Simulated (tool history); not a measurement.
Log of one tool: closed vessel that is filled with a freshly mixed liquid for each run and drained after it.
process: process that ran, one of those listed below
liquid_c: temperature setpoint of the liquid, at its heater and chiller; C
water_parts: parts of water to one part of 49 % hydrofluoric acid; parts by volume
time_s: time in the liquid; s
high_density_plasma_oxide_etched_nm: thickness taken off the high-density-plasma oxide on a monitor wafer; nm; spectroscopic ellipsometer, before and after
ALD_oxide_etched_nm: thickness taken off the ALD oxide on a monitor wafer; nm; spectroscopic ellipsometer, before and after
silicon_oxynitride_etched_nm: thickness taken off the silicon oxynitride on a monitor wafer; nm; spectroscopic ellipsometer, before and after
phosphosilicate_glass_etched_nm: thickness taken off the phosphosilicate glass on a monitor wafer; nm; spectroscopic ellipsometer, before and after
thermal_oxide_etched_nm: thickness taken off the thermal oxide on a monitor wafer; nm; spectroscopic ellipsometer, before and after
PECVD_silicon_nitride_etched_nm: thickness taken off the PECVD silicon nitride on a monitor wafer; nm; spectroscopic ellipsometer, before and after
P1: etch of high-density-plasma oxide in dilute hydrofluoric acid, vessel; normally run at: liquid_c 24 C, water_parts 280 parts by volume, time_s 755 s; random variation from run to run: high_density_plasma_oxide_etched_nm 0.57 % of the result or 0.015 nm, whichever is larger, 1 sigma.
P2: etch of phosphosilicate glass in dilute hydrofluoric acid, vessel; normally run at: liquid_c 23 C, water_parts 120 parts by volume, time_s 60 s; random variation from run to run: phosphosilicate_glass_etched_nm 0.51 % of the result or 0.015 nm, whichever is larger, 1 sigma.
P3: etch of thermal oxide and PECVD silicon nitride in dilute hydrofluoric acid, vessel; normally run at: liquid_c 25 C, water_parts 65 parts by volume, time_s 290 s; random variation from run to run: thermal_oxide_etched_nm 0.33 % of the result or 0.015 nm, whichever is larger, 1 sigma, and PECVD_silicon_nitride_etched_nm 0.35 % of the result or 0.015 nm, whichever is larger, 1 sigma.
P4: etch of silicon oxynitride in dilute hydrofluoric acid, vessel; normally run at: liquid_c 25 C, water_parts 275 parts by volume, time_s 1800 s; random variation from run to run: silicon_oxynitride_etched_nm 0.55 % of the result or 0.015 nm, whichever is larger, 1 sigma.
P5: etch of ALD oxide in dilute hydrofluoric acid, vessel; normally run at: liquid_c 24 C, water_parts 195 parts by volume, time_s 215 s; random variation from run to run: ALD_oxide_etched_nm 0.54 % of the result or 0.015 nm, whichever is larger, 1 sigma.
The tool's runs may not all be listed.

run   hour  process  liquid_c  water_parts  time_s  high_density_plasma_oxide_etched_nm  ALD_oxide_etched_nm  silicon_oxynitride_etched_nm  phosphosilicate_glass_etched_nm  thermal_oxide_etched_nm  PECVD_silicon_nitride_etched_nm
  1    4.6       P1        24          280     755                               12.314
  2    9.8       P1        24          280     755                               12.292
  3   13.2       P5        17          195     215                                                    24.203
  4   17.7       P1        24          140     755                               28.551
  5   23.2       P1        24          280     755                               12.252
  6     29       P5        24          195      30                                                    4.4474
  7   34.4       P4        25          480    1800                                                                                  4.7439
  8   38.7       P2        23          220      60                                                                                                                   26.845
  9     45       P1        29          490     755                                6.819
 10   51.2       P1        24          280    1095                               18.029
 11   54.4       P1        24          280     755                               12.214
 12   59.3       P1        24          405     755                               7.5296
 13   64.4       P4        25          275    3235                                                                                  17.205
 14     70       P3        29           65     290                                                                                                                                             26.47                           30.396
 15   75.8       P5        24          195     215                                                    31.896
 16   81.6       P1        18          280     755                               10.013
 17   87.9       P1        24          280     755                               12.284
 18     93       P3        25           65     290                                                                                                                                            22.709                           23.333
 19   96.5       P3        25           65     545                                                                                                                                            42.663                           43.892
 20   99.9       P3        25           20     290                                                                                                                                            78.473                           73.269
 21  103.3       P1        24          280     125                               2.0502
 22  107.3       P4      30.5          275    1800                                                                                   12.12
 23    112       P2        23          120      60                                                                                                                    54.14
     112.5  -- hydrofluoric acid flow meter replaced
 24    115       P1        24          280     755                               12.355
 25    121       P1      29.5          280     755                               14.831
 26  126.2       P2        30          120      60                                                                                                                   71.193
 27  130.3       P4        25          275    1800                                                                                  9.5557
 28  134.9       P5        24          350     215                                                    15.187
 29  140.9       P2        23          120     115                                                                                                                   104.15
 30  144.5       P1        24          280     755                               12.399
 31  150.5       P1        24          280     755                               12.715
 32    156       P1        24          280     755                                 13.1
 33  159.3       P1        24          280     755                               13.137
 34  163.6       P1        24          280     755                               13.185

The next listed run, before its measurement:
 35  169.4       P1        24          280     755                                    ?

Run 35 gave high_density_plasma_oxide_etched_nm 13.313 nm.
